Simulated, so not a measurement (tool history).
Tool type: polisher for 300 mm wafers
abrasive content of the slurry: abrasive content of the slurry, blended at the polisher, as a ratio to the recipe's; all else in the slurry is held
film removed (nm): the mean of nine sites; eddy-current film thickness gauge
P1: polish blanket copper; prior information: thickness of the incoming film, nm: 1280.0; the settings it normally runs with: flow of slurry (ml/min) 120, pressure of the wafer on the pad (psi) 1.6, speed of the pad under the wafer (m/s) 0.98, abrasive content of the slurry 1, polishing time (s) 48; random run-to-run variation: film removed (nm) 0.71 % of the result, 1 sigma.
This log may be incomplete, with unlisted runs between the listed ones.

| run | hour | flow of slurry (ml/min) | pressure of the wafer on the pad (psi) | speed of the pad under the wafer (m/s) | abrasive content of the slurry | polishing time (s) | wafers polished on this pad | hours since the slurry nozzle was cleaned | hours since the head pressure was calibrated | hours since the slurry blender was calibrated | film removed (nm) |
|---|---|---|---|---|---|---|---|---|---|---|---|
| 1 | 7.6 | 120 | 1.6 | 0.98 | 1 | 48 | 939 | 522.5 | 564.6 | 46.3 | 85.041 |
| 2 | 20.9 | 120 | 1.6 | 0.98 | 1 | 48 | 1121 | 535.8 | 577.9 | 59.6 | 84.079 |
| 3 | 34.3 | 120 | 0.7 | 0.98 | 1 | 48 | 1305 | 549.2 | 591.3 | 73 | 37.165 |
| 4 | 44.3 | 120 | 1.1 | 0.98 | 1 | 72 | 1441 | 559.2 | 601.3 | 83 | 86.76 |
| 5 | 53.8 | 120 | 1.6 | 0.98 | 1 | 65 | 1572 | 568.7 | 610.8 | 92.5 | 114.59 |
| 6 | 67.5 | 120 | 1.6 | 0.98 | 1.3 | 48 | 1759 | 582.4 | 624.5 | 106.2 | 90.069 |
| 7 | 76.9 | 120 | 1.6 | 1.38 | 1 | 48 | 1888 | 591.8 | 633.9 | 115.6 | 116.91 |
| 8 | 90.1 | 180 | 1.6 | 0.98 | 1 | 48 | 2069 | 605 | 647.1 | 128.8 | 90.46 |
| 9 | 106.9 | 120 | 1.6 | 0.98 | 1 | 48 | 2299 | 621.8 | 663.9 | 145.6 | 85.219 |
| 10 | 123.6 | 120 | 1.6 | 0.98 | 0.55 | 48 | 2527 | 638.5 | 680.6 | 162.3 | 75.107 |
| 11 | 131.1 | 70 | 1.6 | 0.98 | 1 | 48 | 2630 | 646 | 688.1 | 169.8 | 72.942 |
| 12 | 145.5 | 120 | 1.6 | 0.98 | 1 | 48 | 2827 | 660.4 | 702.5 | 184.2 | 84.004 |
|  | 146.1 | head pressure recalibrated |
| 13 | 158.9 | 120 | 1.6 | 0.66 | 1 | 48 | 3011 | 673.8 | 12.8 | 197.6 | 56.874 |
| 14 | 173.2 | 120 | 1.6 | 0.98 | 1 | 23 | 3206 | 688.1 | 27.1 | 211.9 | 40.238 |
| 15 | 180.7 | 120 | 1.6 | 0.98 | 0.55 | 73 | 3309 | 695.6 | 34.6 | 219.4 | 113.95 |
| 16 | 195.2 | 160 | 1.6 | 1.44 | 1 | 48 | 3508 | 710.1 | 49.1 | 233.9 | 131.48 |
| 17 | 205 | 120 | 1.6 | 0.98 | 1 | 48 | 3642 | 719.9 | 58.9 | 243.7 | 83.035 |
| 18 | 219.5 | 120 | 2.5 | 0.98 | 1 | 48 | 3840 | 734.4 | 73.4 | 258.2 | 132.27 |
| 19 | 232.8 | 120 | 1.6 | 0.98 | 1 | 48 | 4023 | 747.7 | 86.7 | 271.5 | 85.158 |
| 20 | 244.4 | 120 | 1.6 | 0.98 | 1 | 48 | 4181 | 759.3 | 98.3 | 283.1 | 81.679 |
| 21 | 260.3 | 120 | 1.6 | 0.98 | 1 | 48 | 4399 | 775.2 | 114.2 | 299 | 79.553 |
| 22 | 271 | 120 | 1.6 | 0.98 | 1 | 48 | 4546 | 785.9 | 124.9 | 309.7 | 80.276 |
|  | 275.6 | worn pad replaced by a new one |
| 23 | 280.7 | 120 | 1.6 | 0.98 | 1 | 48 | 70 | 795.6 | 134.6 | 319.4 | 79.133 |
|  | 284.1 | head pressure recalibrated |
| 24 | 293.7 | 120 | 1.6 | 0.98 | 1 | 48 | 248 | 808.6 | 9.7 | 332.4 | 79.021 |
| 25 | 310.3 | 120 | 1.6 | 0.98 | 1 | 48 | 475 | 825.2 | 26.3 | 349 | 77.785 |

The output of P1 has drifted from where it used to be. Each of the 2 causes below, taken at the size shown beside it, accounts for the log equally well:
A: slurry flow missing at the pad, % = 25.5
B: abrasive missing from the slurry, % = 29.1
Onset of the creep was near hour 232.8.
Excluded causes, each with its reason:
removal rate lost through wear of the pad, %: maintenance at hour 275.6, after the shift began, did not return the process to its former output
head's pressure below its setpoint, %: maintenance at hour 284.1, after the shift began, did not return the process to its former output

The list below offers 4 check runs, each averaging the results of 2 wafers, and shows each result as a question mark. For which of them would the listed causes give clearly different results?
| check 1 | 326.9 | 120 | 1.9 | 0.98 | 1 | 48 |  |  |  |  | ? |
| check 2 | 326.9 | 120 | 0.8 | 1.26 | 1 | 48 |  |  |  |  | ? |
| check 3 | 326.9 | 120 | 2 | 0.98 | 1 | 48 |  |  |  |  | ? |
| check 4 | 326.9 | 70 | 1.6 | 0.98 | 1 | 25 |  |  |  |  | ? |

Outcome of each check run for each possible cause:
| check | result | if A | if B |
|---|---|---|---|
| check 1 | film removed (nm) | 93.302 | 93.3 |
| check 2 | film removed (nm) | 50.509 | 50.508 |
| check 3 | film removed (nm) | 98.212 | 98.211 |
| check 4 | film removed (nm) | 33.856 | 35.297 |
Per-check spread between the two closest causes, in the result where they differ most: check 1 0 %; check 2 0 %; check 3 0 %; check 4 4.17 %
Only check 4 tells the causes apart: in the others they would give nearly the same result.

After running check 4, the following was obtained: film removed (nm) 33.669. Which cause does this point to?

A is the cause: slurry flow missing at the pad, %.
